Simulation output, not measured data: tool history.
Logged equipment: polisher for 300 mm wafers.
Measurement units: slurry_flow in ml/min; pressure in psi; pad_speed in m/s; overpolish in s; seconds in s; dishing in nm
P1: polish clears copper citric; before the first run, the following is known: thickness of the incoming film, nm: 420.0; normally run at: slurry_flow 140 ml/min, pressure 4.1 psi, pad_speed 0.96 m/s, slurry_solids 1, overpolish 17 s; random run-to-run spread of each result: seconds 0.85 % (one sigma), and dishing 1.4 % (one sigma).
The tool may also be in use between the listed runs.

run   hour  slurry_flow  pressure  pad_speed  slurry_solids  overpolish  wafers polished on this pad  hours since the slurry nozzle was cleaned  hours since the head pressure was calibrated  hours since the slurry blender was calibrated  seconds  dishing
  1    9.1          140       4.1       0.96              1          17                          282                                        109                                         272.2                                            297   178.12    29.74
  2   19.1          140       4.1       0.96              1          17                          355                                        119                                         282.2                                            307   178.01   28.913
  3   25.9          140       4.1       0.96              1           5                          404                                      125.8                                           289                                          313.8   177.07   9.3132
  4   31.4          140       4.1       0.96              1          29                          444                                      131.3                                         294.5                                          319.3   180.53   47.583
  5   39.9           85       4.1       0.96              1          17                          506                                      139.8                                           303                                          327.8   204.51    26.39
  6   49.8          140       4.1       0.68              1          17                          578                                      149.7                                         312.9                                          337.7   253.68   21.718
  7   58.9          140       4.1       0.96              1          17                          644                                      158.8                                           322                                          346.8   176.74   29.172
  8   65.4          140       6.3       1.24              1          17                          691                                      165.3                                         328.5                                          353.3   91.047   53.564
  9   76.8          140       4.1       0.96           0.75          17                          774                                      176.7                                         339.9                                          364.7   191.52   28.551
 10   88.2          140       2.9       0.96              1          17                          857                                      188.1                                         351.3                                          376.1   248.62    21.29
 11   98.5          140       4.1       0.96           1.45          17                          931                                      198.4                                         361.6                                          386.4   165.19   31.734
 12    108          140       5.6       0.96              1           9                         1000                                      207.9                                         371.1                                          395.9   132.67   22.649
 13  117.4          140       4.1        1.5              1          17                         1069                                      217.3                                         380.5                                          405.3   114.02   42.985
 14  128.4          140       4.1       0.96              1          17                         1149                                      228.3                                         391.5                                          416.3   178.39   29.663
 15  138.4          215       4.1       0.96              1          17                         1221                                      238.3                                         401.5                                          426.3   167.87   31.155
 16  150.1          140       4.1       0.96              1          17                         1306                                        250                                         413.2                                            438   177.95   29.649
 17  156.8          140       4.1       0.96              1          17                         1355                                      256.7                                         419.9                                          444.7   179.02   29.035
 18  164.1          140       4.1       0.96              1          17                         1408                                        264                                         427.2                                            452   181.68   28.476
 19  172.4          140       6.3       0.96              1          17                         1468                                      272.3                                         435.5                                          460.3   117.79   42.129
 20  180.3          140       4.1       0.96              1          17                         1526                                      280.2                                         443.4                                          468.2   178.99   29.521
 21  188.1          140       4.1       0.96              1          17                         1582                                        288                                         451.2                                            476   187.54   28.769
 22  196.9          140       4.1       0.96              1          17                         1646                                      296.8                                           460                                          484.8   190.22   27.559
     204.5  -- slurry blender recalibrated
 23  205.7          140       4.1       0.96              1          17                         1710                                      305.6                                         468.8                                            1.3   193.69   26.949
 24  214.5          140       4.1       0.96              1          17                         1774                                      314.4                                         477.6                                           10.1   194.87   27.421
     217.9  -- head pressure recalibrated
 25  225.6          140       4.1       0.96              1          17                         1854                                      325.5                                           7.8                                           21.2   193.32   26.489
 26  230.9          140       4.1       0.96              1          17                         1893                                      330.8                                          13.1                                           26.5   192.03   27.117
 27  240.7          140       4.1       0.96              1          17                         1964                                      340.6                                          22.9                                           36.3   195.56   26.523
 28  247.9          140       4.1       0.96              1          17                         2016                                      347.8                                          30.1                                           43.5   196.64   27.056

What P1 gives has crept off from where it sat before. The 2 causes that follow fit the log equally well, each at the size noted:
A: removal rate lost through wear of the pad, % = 9.01
B: slurry flow missing at the pad, % = 34.2
The creep began at about hour 180.3.
Ruled out, with reasons:
head's pressure below its setpoint, %: serviced at hour 217.9, which brought nothing back
abrasive missing from the slurry, %: serviced at hour 204.5, which brought nothing back

Which of the check runs below tells the causes apart, meaning the causes would give it clearly different results? Each run uses 5 wafers whose results are averaged, and each result is shown as a question mark.
check 1  255.1          140       4.1       0.96           1.25          17                                                                                                                                                                             ?        ?
check 2  255.1          140       5.7       0.96              1          17                                                                                                                                                                             ?        ?
check 3  255.1          140       4.1       1.42              1          17                                                                                                                                                                             ?        ?
check 4  255.1          205       4.1       0.96              1          17                                                                                                                                                                             ?        ?

What every check run would give for each of its results, assuming each possible cause in turn:
  check   result    if A    if B
check 1  seconds  187.66  187.65
check 1  dishing  28.216  28.218
check 2  seconds  142.42  142.41
check 2  dishing  36.409  36.412
check 3  seconds  133.97  133.96
check 3  dishing  37.743  37.745
check 4  seconds  185.58  180.49
check 4  dishing  28.496  29.204
Separation of the two closest causes in each check, using whichever result separates them best: check 1 0.01 %; check 2 0.01 %; check 3 0.01 %; check 4 2.78 %
Only check 4 tells the causes apart: in the others they would give nearly the same result.

Check 4 was carried out, with these results: seconds 184.59 s; dishing 28.582 nm. Which of the listed causes is responsible?

Of the candidate causes, it is A: removal rate lost through wear of the pad, %.
